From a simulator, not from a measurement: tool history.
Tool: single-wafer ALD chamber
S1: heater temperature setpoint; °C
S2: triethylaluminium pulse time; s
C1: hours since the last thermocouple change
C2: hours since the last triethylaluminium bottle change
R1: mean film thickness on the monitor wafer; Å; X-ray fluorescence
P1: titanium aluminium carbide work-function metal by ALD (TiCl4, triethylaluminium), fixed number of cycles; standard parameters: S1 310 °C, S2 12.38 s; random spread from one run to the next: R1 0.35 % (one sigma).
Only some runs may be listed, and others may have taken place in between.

run  hour   S1     S2     C1     C2      R1
  1   4.4  310  12.38  897.3  224.1  21.717
  2   8.2  290  12.38  901.1  227.9  19.868
  3  10.8  310  12.38  903.7  230.5  21.654
  4    14  333  12.38  906.9  233.7  23.932
  5  17.5  310  12.38  910.4  237.2  21.685
  6  20.7  310   7.91  913.6  240.4  20.611
  7  24.1  310  12.38    917  243.8  21.746
  8  27.7  310  12.38  920.6  247.4   21.68
  9  32.6  290  16.65  925.5  252.3  20.184
 10    35  310  12.38  927.9  254.7  21.634
 11  38.3  310  17.14  931.2    258  21.929
 12  42.2  310  12.38  935.1  261.9   21.79
 13  44.9  310  12.38  937.8  264.6  21.706
 14    48  310  12.38  940.9  267.7  21.404
 15  51.1  310  12.38    944  270.8  21.243
 16  55.6  310  12.38  948.5  275.3  21.151
 17  59.6  310  12.38  952.5  279.3  21.259
 18  62.4  310  12.38  955.3  282.1  21.174
 19  65.6  310  12.38  958.5  285.3  21.107

Compared with where it was, what P1 gives has crept away. Each cause listed below fits the log as well as the rest, at the size given for it:
A: wafer temperature below the value expected at the setpoint (K) = 5.1
B: triethylaluminium dose below that of a fresh bottle (%) = 21.5
The drift started at roughly hour 42.2.

Each of the 4 check runs below uses one wafer; its results are left as question marks. Which run tells the causes apart?
check 1  68.8  322  12.38           ?
check 2  68.8  291  12.38           ?
check 3  68.8  322   8.91           ?
check 4  68.8  330  12.38           ?

How each check would come out, cause by cause:
  check  result    if A    if B
check 1      R1   22.32  22.301
check 2      R1  19.519  19.548
check 3      R1  21.589  21.039
check 4      R1  23.054  23.022
Gap, in per cent, between the two causes that each check separates least, read from the result that separates them most: check 1 0.09 %; check 2 0.15 %; check 3 2.58 %; check 4 0.14 %
Check 3 tells the causes apart: in the others they would give nearly the same result.

Running check 3 produced the following: R1 21.499 Å. Which one of the listed causes fits?

It was cause A: wafer temperature below the value expected at the setpoint (K).

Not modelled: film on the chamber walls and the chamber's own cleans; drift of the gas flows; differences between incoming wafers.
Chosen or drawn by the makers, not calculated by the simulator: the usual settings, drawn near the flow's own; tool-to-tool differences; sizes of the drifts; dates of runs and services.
